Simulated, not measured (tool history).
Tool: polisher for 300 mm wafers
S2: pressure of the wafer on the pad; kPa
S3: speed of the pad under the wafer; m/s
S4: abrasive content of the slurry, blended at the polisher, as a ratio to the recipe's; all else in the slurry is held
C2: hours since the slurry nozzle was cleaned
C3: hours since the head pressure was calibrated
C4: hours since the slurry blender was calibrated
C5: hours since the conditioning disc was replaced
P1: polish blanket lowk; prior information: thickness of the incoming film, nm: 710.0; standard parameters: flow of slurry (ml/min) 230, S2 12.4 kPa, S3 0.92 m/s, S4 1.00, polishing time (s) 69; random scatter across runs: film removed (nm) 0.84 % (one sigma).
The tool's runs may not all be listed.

run 1 hour=8.5 | flow_of_slurry_(ml/min)=230 S2=12.4 S3=0.92 S4=1.00 polishing_time_(s)=69 | wafers_polished_on_this_pad=722 C2=96.2 C3=294.7 C4=115.6 C5=113.4 | film_removed_(nm)=20.400
run 2 hour=15.7 | flow_of_slurry_(ml/min)=230 S2=12.4 S3=0.92 S4=1.00 polishing_time_(s)=69 | wafers_polished_on_this_pad=795 C2=103.4 C3=301.9 C4=122.8 C5=120.6 | film_removed_(nm)=20.410
-- hour=18.5 conditioning disc replaced and pad reconditioned
run 3 hour=23.0 | flow_of_slurry_(ml/min)=230 S2=12.4 S3=0.92 S4=1.00 polishing_time_(s)=93 | wafers_polished_on_this_pad=870 C2=110.7 C3=309.2 C4=130.1 C5=4.5 | film_removed_(nm)=27.400
run 4 hour=30.3 | flow_of_slurry_(ml/min)=230 S2=12.4 S3=1.20 S4=1.00 polishing_time_(s)=69 | wafers_polished_on_this_pad=944 C2=118.0 C3=316.5 C4=137.4 C5=11.8 | film_removed_(nm)=25.842
run 5 hour=34.2 | flow_of_slurry_(ml/min)=230 S2=19.3 S3=0.92 S4=1.00 polishing_time_(s)=69 | wafers_polished_on_this_pad=984 C2=121.9 C3=320.4 C4=141.3 C5=15.7 | film_removed_(nm)=31.471
run 6 hour=39.8 | flow_of_slurry_(ml/min)=230 S2=12.4 S3=0.92 S4=1.40 polishing_time_(s)=69 | wafers_polished_on_this_pad=1041 C2=127.5 C3=326.0 C4=146.9 C5=21.3 | film_removed_(nm)=23.550
run 7 hour=46.5 | flow_of_slurry_(ml/min)=230 S2=12.4 S3=0.92 S4=1.00 polishing_time_(s)=69 | wafers_polished_on_this_pad=1109 C2=134.2 C3=332.7 C4=153.6 C5=28.0 | film_removed_(nm)=20.460
run 8 hour=50.9 | flow_of_slurry_(ml/min)=230 S2=12.4 S3=0.92 S4=1.00 polishing_time_(s)=69 | wafers_polished_on_this_pad=1154 C2=138.6 C3=337.1 C4=158.0 C5=32.4 | film_removed_(nm)=20.693
run 9 hour=59.1 | flow_of_slurry_(ml/min)=230 S2=6.2 S3=0.92 S4=1.00 polishing_time_(s)=69 | wafers_polished_on_this_pad=1237 C2=146.8 C3=345.3 C4=166.2 C5=40.6 | film_removed_(nm)=10.317
run 10 hour=65.0 | flow_of_slurry_(ml/min)=140 S2=12.4 S3=0.92 S4=1.00 polishing_time_(s)=69 | wafers_polished_on_this_pad=1297 C2=152.7 C3=351.2 C4=172.1 C5=46.5 | film_removed_(nm)=19.129
run 11 hour=72.5 | flow_of_slurry_(ml/min)=230 S2=12.4 S3=0.50 S4=1.00 polishing_time_(s)=69 | wafers_polished_on_this_pad=1374 C2=160.2 C3=358.7 C4=179.6 C5=54.0 | film_removed_(nm)=12.711
run 12 hour=81.4 | flow_of_slurry_(ml/min)=230 S2=12.4 S3=0.92 S4=1.00 polishing_time_(s)=69 | wafers_polished_on_this_pad=1464 C2=169.1 C3=367.6 C4=188.5 C5=62.9 | film_removed_(nm)=20.372
run 13 hour=85.5 | flow_of_slurry_(ml/min)=230 S2=12.4 S3=0.92 S4=1.00 polishing_time_(s)=40 | wafers_polished_on_this_pad=1506 C2=173.2 C3=371.7 C4=192.6 C5=67.0 | film_removed_(nm)=11.842
run 14 hour=91.1 | flow_of_slurry_(ml/min)=160 S2=12.4 S3=1.20 S4=1.00 polishing_time_(s)=69 | wafers_polished_on_this_pad=1563 C2=178.8 C3=377.3 C4=198.2 C5=72.6 | film_removed_(nm)=24.071
run 15 hour=95.5 | flow_of_slurry_(ml/min)=345 S2=12.4 S3=0.92 S4=1.00 polishing_time_(s)=69 | wafers_polished_on_this_pad=1608 C2=183.2 C3=381.7 C4=202.6 C5=77.0 | film_removed_(nm)=21.171
run 16 hour=100.2 | flow_of_slurry_(ml/min)=230 S2=12.4 S3=0.92 S4=0.55 polishing_time_(s)=69 | wafers_polished_on_this_pad=1656 C2=187.9 C3=386.4 C4=207.3 C5=81.7 | film_removed_(nm)=14.923
run 17 hour=107.1 | flow_of_slurry_(ml/min)=230 S2=12.4 S3=0.92 S4=1.00 polishing_time_(s)=69 | wafers_polished_on_this_pad=1726 C2=194.8 C3=393.3 C4=214.2 C5=88.6 | film_removed_(nm)=20.351

Run 18 is up next; what results do you expect?
run 18 hour=115.7 | flow_of_slurry_(ml/min)=230 S2=12.4 S3=0.92 S4=1.00 polishing_time_(s)=69 | wafers_polished_on_this_pad=1814 C2=203.4 C3=401.9 C4=222.8 C5=97.2 | film_removed_(nm)=?

Run 18 measured film removed (nm) 19.566.
